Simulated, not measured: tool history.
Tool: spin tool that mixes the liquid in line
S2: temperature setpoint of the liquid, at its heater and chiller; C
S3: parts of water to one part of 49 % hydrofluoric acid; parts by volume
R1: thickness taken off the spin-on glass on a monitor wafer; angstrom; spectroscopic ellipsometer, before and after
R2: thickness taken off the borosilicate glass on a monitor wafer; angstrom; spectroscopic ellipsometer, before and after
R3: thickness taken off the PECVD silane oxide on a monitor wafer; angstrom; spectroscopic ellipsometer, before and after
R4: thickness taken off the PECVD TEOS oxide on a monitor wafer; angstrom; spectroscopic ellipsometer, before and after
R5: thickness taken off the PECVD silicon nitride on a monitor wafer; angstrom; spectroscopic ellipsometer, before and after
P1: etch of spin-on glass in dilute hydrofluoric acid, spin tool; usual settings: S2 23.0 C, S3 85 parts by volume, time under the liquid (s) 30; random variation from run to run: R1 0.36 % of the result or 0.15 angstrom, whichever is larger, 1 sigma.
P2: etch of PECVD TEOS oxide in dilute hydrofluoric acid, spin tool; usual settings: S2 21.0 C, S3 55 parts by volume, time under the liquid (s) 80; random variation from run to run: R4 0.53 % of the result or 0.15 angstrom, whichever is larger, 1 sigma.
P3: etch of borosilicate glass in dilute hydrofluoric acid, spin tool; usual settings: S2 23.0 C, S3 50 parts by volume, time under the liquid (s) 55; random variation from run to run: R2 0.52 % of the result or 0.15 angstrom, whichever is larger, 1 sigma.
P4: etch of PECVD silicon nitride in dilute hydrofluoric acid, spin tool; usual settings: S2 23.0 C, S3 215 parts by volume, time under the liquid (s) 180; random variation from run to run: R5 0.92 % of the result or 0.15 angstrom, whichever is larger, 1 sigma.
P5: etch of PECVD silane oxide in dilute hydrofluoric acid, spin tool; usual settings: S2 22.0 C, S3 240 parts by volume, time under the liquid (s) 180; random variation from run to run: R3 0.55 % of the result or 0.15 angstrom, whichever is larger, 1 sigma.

Run 1, hour 18.2: process that ran P1, S2 23.0 C, S3 85 parts by volume, time under the liquid (s) 30. Result: R1 109.040 angstrom.
Run 2, hour 31.2: process that ran P1, S2 23.0 C, S3 55 parts by volume, time under the liquid (s) 30. Result: R1 176.060 angstrom.
Run 3, hour 41.9: process that ran P3, S2 23.0 C, S3 50 parts by volume, time under the liquid (s) 15. Result: R2 157.26 angstrom.
Run 4, hour 52.1: process that ran P3, S2 23.0 C, S3 90 parts by volume, time under the liquid (s) 55. Result: R2 305.38 angstrom.
Run 5, hour 71.1: process that ran P5, S2 17.0 C, S3 240 parts by volume, time under the liquid (s) 180. Result: R3 124.59 angstrom.
Run 6, hour 84.9: process that ran P2, S2 28.0 C, S3 55 parts by volume, time under the liquid (s) 80. Result: R4 221.43 angstrom.
Run 7, hour 99.5: process that ran P3, S2 23.0 C, S3 50 parts by volume, time under the liquid (s) 55. Result: R2 572.40 angstrom.
Run 8, hour 116.8: process that ran P1, S2 23.0 C, S3 85 parts by volume, time under the liquid (s) 30. Result: R1 109.580 angstrom.
Run 9, hour 125.7: process that ran P1, S2 30.5 C, S3 85 parts by volume, time under the liquid (s) 30. Result: R1 146.880 angstrom.
Run 10, hour 136.4: process that ran P4, S2 17.0 C, S3 215 parts by volume, time under the liquid (s) 180. Result: R5 16.698 angstrom.
Run 11, hour 152.0: process that ran P1, S2 23.0 C, S3 40 parts by volume, time under the liquid (s) 45. Result: R1 370.370 angstrom.
Run 12, hour 161.0: process that ran P1, S2 17.5 C, S3 85 parts by volume, time under the liquid (s) 30. Result: R1 87.343 angstrom.
Run 13, hour 177.8: process that ran P1, S2 23.0 C, S3 85 parts by volume, time under the liquid (s) 30. Result: R1 109.590 angstrom.
Run 14, hour 193.9: process that ran P1, S2 29.5 C, S3 50 parts by volume, time under the liquid (s) 30. Result: R1 253.740 angstrom.
Run 15, hour 210.0: process that ran P5, S2 22.0 C, S3 90 parts by volume, time under the liquid (s) 180. Result: R3 475.24 angstrom.
Run 16, hour 223.2: process that ran P5, S2 22.0 C, S3 240 parts by volume, time under the liquid (s) 290. Result: R3 241.23 angstrom.
Run 17, hour 236.3: process that ran P1, S2 23.0 C, S3 85 parts by volume, time under the liquid (s) 15. Result: R1 54.557 angstrom.
Run 18, hour 247.3: process that ran P1, S2 23.0 C, S3 85 parts by volume, time under the liquid (s) 30. Result: R1 109.280 angstrom.
Run 19, hour 262.1: process that ran P5, S2 22.0 C, S3 240 parts by volume, time under the liquid (s) 180. Result: R3 151.44 angstrom.
Run 20, hour 280.3: process that ran P3, S2 19.0 C, S3 50 parts by volume, time under the liquid (s) 55. Result: R2 485.59 angstrom.

The next listed run, before its measurement:
Run 21, hour 291.2: process that ran P1, S2 23.0 C, S3 85 parts by volume, time under the liquid (s) 30. Result: R1 ?.

R1: 109.540 angstrom
